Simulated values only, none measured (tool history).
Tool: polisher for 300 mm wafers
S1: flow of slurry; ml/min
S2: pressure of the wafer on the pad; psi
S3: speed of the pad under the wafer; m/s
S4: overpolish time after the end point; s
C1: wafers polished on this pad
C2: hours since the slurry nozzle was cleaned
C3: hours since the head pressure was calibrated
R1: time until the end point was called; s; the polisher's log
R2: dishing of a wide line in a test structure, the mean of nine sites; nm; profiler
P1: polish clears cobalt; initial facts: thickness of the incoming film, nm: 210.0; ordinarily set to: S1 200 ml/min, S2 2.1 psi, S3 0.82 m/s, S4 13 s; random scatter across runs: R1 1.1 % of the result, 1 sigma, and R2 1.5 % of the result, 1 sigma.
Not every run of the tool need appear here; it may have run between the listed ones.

| run | day | S1 | S2 | S3 | S4 | C1 | C2 | C3 | R1 | R2 |
|---|---|---|---|---|---|---|---|---|---|---|
| 1 | 0.671 | 200 | 2.1 | 0.82 | 13 | 636 | 391.9 | 381.1 | 43.519 | 38.164 |
| 2 | 1.442 | 200 | 2.1 | 0.82 | 25 | 803 | 410.4 | 399.6 | 43.720 | 50.966 |
| 3 | 2.075 | 200 | 2.1 | 0.82 | 13 | 940 | 425.6 | 414.8 | 43.559 | 38.448 |
| 4 | 2.746 | 200 | 3.3 | 0.82 | 13 | 1085 | 441.7 | 430.9 | 27.536 | 46.652 |
| 5 | 3.188 | 200 | 2.1 | 0.82 | 13 | 1181 | 452.3 | 441.5 | 43.767 | 39.033 |
|  | 3.479 | head pressure recalibrated |
| 6 | 3.696 | 200 | 1.3 | 0.82 | 13 | 1291 | 464.5 | 5.3 | 71.545 | 28.751 |
| 7 | 4.404 | 200 | 1.5 | 0.64 | 13 | 1444 | 481.5 | 22.3 | 80.422 | 26.824 |
| 8 | 4.838 | 200 | 2.1 | 0.82 | 4 | 1538 | 491.9 | 32.7 | 42.670 | 16.779 |
| 9 | 5.596 | 120 | 2.1 | 0.82 | 13 | 1702 | 510.1 | 50.9 | 47.555 | 36.648 |
| 10 | 6.117 | 200 | 2.1 | 0.82 | 13 | 1815 | 522.6 | 63.4 | 42.442 | 38.457 |
| 11 | 6.504 | 200 | 2.1 | 0.82 | 13 | 1898 | 531.9 | 72.7 | 43.113 | 37.956 |
| 12 | 6.958 | 200 | 2.1 | 1.12 | 13 | 1997 | 542.8 | 83.6 | 31.769 | 44.540 |
| 13 | 7.329 | 260 | 2.1 | 0.82 | 13 | 2077 | 551.7 | 92.5 | 42.328 | 39.051 |
| 14 | 7.717 | 200 | 2.1 | 0.62 | 13 | 2161 | 561.0 | 101.8 | 57.774 | 32.476 |
| 15 | 8.479 | 200 | 2.1 | 0.82 | 13 | 2326 | 579.3 | 120.1 | 43.444 | 38.430 |
| 16 | 9.079 | 200 | 2.1 | 0.82 | 13 | 2456 | 593.7 | 134.5 | 44.200 | 38.565 |
| 17 | 9.817 | 200 | 2.1 | 0.82 | 13 | 2615 | 611.4 | 152.2 | 45.203 | 37.142 |

Run 18, settings as shown, results not yet in. Your forecast:
| 18 | 10.225 | 200 | 2.1 | 0.82 | 13 | 2704 | 621.2 | 162.0 | ? | ? |

Run 18 measured R1 46.277 s, R2 37.161 nm.

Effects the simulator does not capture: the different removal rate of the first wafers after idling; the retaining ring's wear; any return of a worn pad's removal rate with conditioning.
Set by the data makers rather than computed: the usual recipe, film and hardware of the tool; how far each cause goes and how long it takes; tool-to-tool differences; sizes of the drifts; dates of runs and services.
